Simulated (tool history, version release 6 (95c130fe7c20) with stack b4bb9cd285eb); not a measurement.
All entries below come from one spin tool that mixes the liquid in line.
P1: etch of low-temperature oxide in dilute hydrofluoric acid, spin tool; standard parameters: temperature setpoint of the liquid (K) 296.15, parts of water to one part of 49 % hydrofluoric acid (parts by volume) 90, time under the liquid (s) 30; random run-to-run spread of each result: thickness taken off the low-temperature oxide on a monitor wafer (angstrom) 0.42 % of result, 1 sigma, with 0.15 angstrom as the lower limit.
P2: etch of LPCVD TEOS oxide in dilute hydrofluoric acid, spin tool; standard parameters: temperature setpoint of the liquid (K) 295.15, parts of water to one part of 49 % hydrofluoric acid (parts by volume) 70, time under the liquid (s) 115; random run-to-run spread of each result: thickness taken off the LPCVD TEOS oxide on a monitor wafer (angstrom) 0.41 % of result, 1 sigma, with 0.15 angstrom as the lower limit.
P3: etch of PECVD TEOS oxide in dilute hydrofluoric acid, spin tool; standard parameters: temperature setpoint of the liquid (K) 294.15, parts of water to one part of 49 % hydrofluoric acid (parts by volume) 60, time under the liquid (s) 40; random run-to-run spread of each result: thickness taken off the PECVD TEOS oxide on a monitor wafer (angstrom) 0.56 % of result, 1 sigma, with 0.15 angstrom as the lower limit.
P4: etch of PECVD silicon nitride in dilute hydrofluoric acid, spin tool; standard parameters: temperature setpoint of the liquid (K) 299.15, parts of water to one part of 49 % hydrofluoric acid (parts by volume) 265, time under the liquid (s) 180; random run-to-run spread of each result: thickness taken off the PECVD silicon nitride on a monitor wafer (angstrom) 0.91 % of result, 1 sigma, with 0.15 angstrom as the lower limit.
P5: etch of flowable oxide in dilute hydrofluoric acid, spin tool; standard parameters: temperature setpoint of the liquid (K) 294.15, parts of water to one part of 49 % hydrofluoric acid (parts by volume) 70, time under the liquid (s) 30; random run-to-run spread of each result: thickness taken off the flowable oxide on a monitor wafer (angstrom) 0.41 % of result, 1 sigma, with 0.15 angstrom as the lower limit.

run,hour,process that ran,temperature setpoint of the liquid (K),parts of water to one part of 49 % hydrofluoric acid (parts by volume),time under the liquid (s),hours since the thermometer was replaced,hours since the hydrofluoric acid flow meter was replaced,thickness taken off the low-temperature oxide on a monitor wafer (angstrom),thickness taken off the flowable oxide on a monitor wafer (angstrom),thickness taken off the PECVD TEOS oxide on a monitor wafer (angstrom),thickness taken off the PECVD silicon nitride on a monitor wafer (angstrom),thickness taken off the LPCVD TEOS oxide on a monitor wafer (angstrom)
1,5.6,P1,296.15,90,30,1047.9,198.8,115.42,,,,
2,13.6,P1,296.15,90,15,1055.9,206.8,57.728,,,,
3,18.6,P5,294.15,70,30,1060.9,211.8,,197.99,,,
4,22.3,P3,294.15,110,40,1064.6,215.5,,,41.446,,
5,26.7,P1,296.15,90,30,1069,219.9,115.92,,,,
6,32.8,P3,294.15,60,40,1075.1,226,,,82.077,,
7,40.5,P1,296.15,90,30,1082.8,233.7,115.52,,,,
8,47.6,P1,296.15,90,30,1089.9,240.8,115.73,,,,
9,55.3,P4,299.15,265,360,1097.6,248.5,,,,55.172,
10,59.3,P2,290.15,70,115,1101.6,252.5,,,,,210.34
11,65.6,P4,299.15,55,180,1107.9,258.8,,,,131.45,
12,69.8,P1,296.15,30,30,1112.1,263,374.37,,,,
13,74.1,P1,296.15,90,50,1116.4,267.3,194.37,,,,
14,77.9,P5,294.15,20,30,1120.2,271.1,,730.68,,,
15,83.1,P1,296.15,90,30,1125.4,276.3,115.85,,,,
16,88.5,P2,295.15,70,115,1130.8,281.7,,,,,261.58
# hour 91.5: hydrofluoric acid flow meter replaced
17,92.7,P3,294.15,60,40,1135,1.2,,,80.426,,
18,100.4,P2,295.15,70,170,1142.7,8.9,,,,,384.94
19,107.4,P4,299.15,265,180,1149.7,15.9,,,,27.582,
20,112.8,P2,295.15,70,115,1155.1,21.3,,,,,260.6
21,119,P1,303.65,90,30,1161.3,27.5,155.02,,,,
22,126.4,P5,290.65,70,30,1168.7,34.9,,170.22,,,
23,131.6,P3,290.15,60,40,1173.9,40.1,,,68.366,,
24,137.7,P1,296.15,55,60,1180,46.2,398.81,,,,
25,142.8,P1,296.15,125,30,1185.1,51.3,80.002,,,,
# hour 143.5: thermometer replaced
26,149,P5,294.15,70,15,5.5,57.5,,98.496,,,
27,153.8,P1,290.15,90,30,10.3,62.3,90.887,,,,
28,161,P2,295.15,125,115,17.5,69.5,,,,,135.85
29,165,P3,294.15,60,15,21.5,73.5,,,29.984,,
30,170.2,P4,304.15,265,180,26.7,78.7,,,,36.546,
31,177.9,P5,294.15,70,30,34.4,86.4,,197.14,,,
32,183.2,P1,296.15,90,30,39.7,91.7,115.72,,,,
33,189.2,P1,296.15,90,30,45.7,97.7,121.65,,,,
34,197.2,P1,296.15,90,30,53.7,105.7,122.67,,,,
35,201.6,P1,296.15,90,30,58.1,110.1,124.41,,,,
36,206.4,P1,296.15,90,30,62.9,114.9,125.12,,,,
37,212,P1,296.15,90,30,68.5,120.5,123.66,,,,
38,216.2,P1,296.15,90,30,72.7,124.7,125.87,,,,

P1 has crept away from where it was. The log is fitted equally well by each of these 2 causes, at the sizes shown:
A: liquid hotter than its thermometer reads (K) = 1.88
B: hydrofluoric acid flow above the setpoint (%) = 7
The onset of the drift is placed at about hour 183.2.

You are offered 4 check runs, listed below with question marks in place of their results; each one averages 3 wafers. Which run separates the listed causes by giving clearly different results for each?
check 1,220.4,P5,294.15,70,15,,,,?,,,
check 2,220.4,P4,299.15,265,350,,,,,,?,
check 3,220.4,P3,294.15,100,20,,,,,?,,
check 4,220.4,P2,295.15,125,115,,,,,,,?

What every check run would give for each of its results, assuming each possible cause in turn:
check,result,if A,if B
check 1,thickness taken off the flowable oxide on a monitor wafer (angstrom),107,106.54
check 2,thickness taken off the PECVD silicon nitride on a monitor wafer (angstrom),60.179,57.53
check 3,thickness taken off the PECVD TEOS oxide on a monitor wafer (angstrom),25.089,25.071
check 4,thickness taken off the LPCVD TEOS oxide on a monitor wafer (angstrom),147.54,148
Minimum pairwise separation of causes per check, each pair taken at its best-separating result: check 1 0.43 %; check 2 4.5 %; check 3 0.07 %; check 4 0.31 %
The causes can be told apart only by check 2. The other checks would give nearly the same results under each of them.

After running check 2, the following was obtained: thickness taken off the PECVD silicon nitride on a monitor wafer (angstrom) 57.184. Which cause does this point to?

The cause is B: hydrofluoric acid flow above the setpoint (%).
